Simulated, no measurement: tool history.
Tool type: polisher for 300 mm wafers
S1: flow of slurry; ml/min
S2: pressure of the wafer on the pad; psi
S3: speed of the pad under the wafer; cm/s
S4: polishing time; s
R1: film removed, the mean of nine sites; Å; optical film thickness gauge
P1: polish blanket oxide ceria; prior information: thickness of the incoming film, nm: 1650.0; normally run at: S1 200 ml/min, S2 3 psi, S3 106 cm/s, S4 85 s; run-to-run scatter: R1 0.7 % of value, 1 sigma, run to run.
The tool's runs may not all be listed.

run	hour	S1	S2	S3	S4	R1
1	13.6	200	3	106	85	4259.7
2	26.1	200	3	106	42	2124.6
3	36.1	200	3	48	85	1942.7
4	42.6	200	3	106	85	4300.1
5	52.1	200	3	106	85	4293.6
6	62.4	200	3	106	117	5890
7	76.3	200	3	106	85	4272.5
# hour 89.9: slurry nozzle cleaned
8	90.6	255	3	106	85	4398.9
9	98	200	1.4	106	85	1984.5
10	111	200	3	106	85	4286.6
11	122.3	200	4.2	106	85	6051.6
12	128.7	135	3	106	85	4033.9
13	142.3	200	3	156	38	2839.6
14	155.2	200	3	160	85	6432.3
15	166.5	200	3	106	85	4285.9
16	180	200	3	106	85	4142.1
17	193.9	200	3	106	85	4002.7
# hour 196.9: head pressure recalibrated
18	203	200	3	106	85	4003.8
19	214.4	200	3	106	85	3965.1
20	226.7	200	3	106	85	3949.1
21	233	200	3	106	85	3975.3

P1 has crept away from where it was. The log is fitted equally well by each of these 2 causes, at the sizes shown:
A: slurry flow missing at the pad, % = 38.1
B: removal rate lost through wear of the pad, % = 7.63
The creep began at about hour 166.5.
The rest of the possible causes, and what rules out each one:
head's pressure below its setpoint, %: was serviced at hour 196.9, once the creep was under way, yet the earlier output never came back

Below are 4 check runs, each averaged over 3 wafers, with their results shown as question marks. Which of them would give clearly different results depending on which cause is behind the drift?
check 1	239.3	200	1.4	106	85	?
check 2	239.3	200	1.8	106	85	?
check 3	239.3	135	2.3	106	85	?
check 4	239.3	200	3	48	106	?

Expected result of each check under each candidate cause:
check	result	if A	if B
check 1	R1	1847.7	1847.5
check 2	R1	2375.6	2375.3
check 3	R1	2757.1	2852
check 4	R1	2235.8	2235.6
Separation of the two closest causes in each check, using whichever result separates them best: check 1 0.01 %; check 2 0.01 %; check 3 3.38 %; check 4 0.01 %
Only in check 3 would the causes give clearly different results; in the remaining checks their results would be nearly the same.

The results of check 3 are: R1 2756.6 Å. Based on these, which of the listed causes is it?

Of the candidate causes, it is A: slurry flow missing at the pad, %.
